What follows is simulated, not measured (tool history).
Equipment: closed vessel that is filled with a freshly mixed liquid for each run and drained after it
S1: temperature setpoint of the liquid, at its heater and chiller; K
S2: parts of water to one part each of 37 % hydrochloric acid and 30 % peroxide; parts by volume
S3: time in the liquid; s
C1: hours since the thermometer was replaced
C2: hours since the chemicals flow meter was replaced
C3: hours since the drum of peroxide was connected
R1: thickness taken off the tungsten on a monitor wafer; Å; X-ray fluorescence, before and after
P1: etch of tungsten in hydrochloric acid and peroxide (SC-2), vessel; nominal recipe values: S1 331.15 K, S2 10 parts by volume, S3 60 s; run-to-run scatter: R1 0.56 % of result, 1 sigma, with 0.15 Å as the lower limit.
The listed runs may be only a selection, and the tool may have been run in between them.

run,hour,S1,S2,S3,C1,C2,C3,R1
1,8.9,331.15,10,60,1984.2,513,145.1,211.4
2,26.2,331.15,4,60,2001.5,530.3,162.4,419.79
3,39.3,331.15,10,30,2014.6,543.4,175.5,104.78
4,51.3,331.15,10,60,2026.6,555.4,187.5,210.15
5,59.7,342.15,10,85,2035,563.8,195.9,585.38
6,70.9,331.15,10,60,2046.2,575,207.1,209.61
7,82.7,331.15,10,60,2058,586.8,218.9,210.99
8,91.9,331.15,10,60,2067.2,596,228.1,208.91
9,105,331.15,10,110,2080.3,609.1,241.2,382.31
10,114.9,345.15,10,60,2090.2,619,251.1,494.89
11,125.8,318.15,10,60,2101.1,629.9,262,88.961
# hour 132.9: new drum of peroxide connected
12,142.9,331.15,10,60,2118.2,647,10,209.26
13,158.8,331.15,18,60,2134.1,662.9,25.9,125.81
14,177.5,331.15,10,60,2152.8,681.6,44.6,210.66
15,189.3,331.15,10,60,2164.6,693.4,56.4,215.78
16,198.4,331.15,10,60,2173.7,702.5,65.5,219.72
17,214.9,331.15,10,60,2190.2,719,82,225.42
18,223.4,331.15,10,60,2198.7,727.5,90.5,227.67
19,241,331.15,10,60,2216.3,745.1,108.1,228.2
20,258,331.15,10,60,2233.3,762.1,125.1,228.4
21,269.9,331.15,10,60,2245.2,774,137,230.36
22,282.9,331.15,10,60,2258.2,787,150,228.43

What P1 gives has crept away from where it was. These 2 causes fit the log equally well, each at the size given:
A: chemicals flow above the setpoint (%) = 11.2
B: liquid hotter than its thermometer reads (K) = 1.4
At approximately hour 177.5, the process output began to creep.
What rules out each remaining cause:
peroxide weaker than its label (%): can reach only 8, and even then R1 would move by -7.4 %, too little or the wrong way

Which of the check runs below tells the causes apart, meaning the causes would give it clearly different results? Each run uses 3 wafers whose results are averaged, and each result is shown as a question mark.
check 1,295.9,331.15,16.5,30,,,,?
check 2,295.9,331.15,15.5,60,,,,?
check 3,295.9,342.65,10,110,,,,?
check 4,295.9,321.65,4,60,,,,?

If the cause were each of the candidates in turn, the checks would give the following:
check,result,if A,if B
check 1,R1,74.809,74.39
check 2,R1,158.06,157.28
check 3,R1,850.88,846.67
check 4,R1,241.89,247.84
Per-check spread between the two closest causes, in the result where they differ most: check 1 0.56 %; check 2 0.49 %; check 3 0.5 %; check 4 2.43 %
Check 4 is the one run that separates the causes; every other check would come out nearly the same whichever cause is at work.

Check 4 was then run and gave: R1 241.83 Å. Which cause is it?

A is the cause: chemicals flow above the setpoint (%).
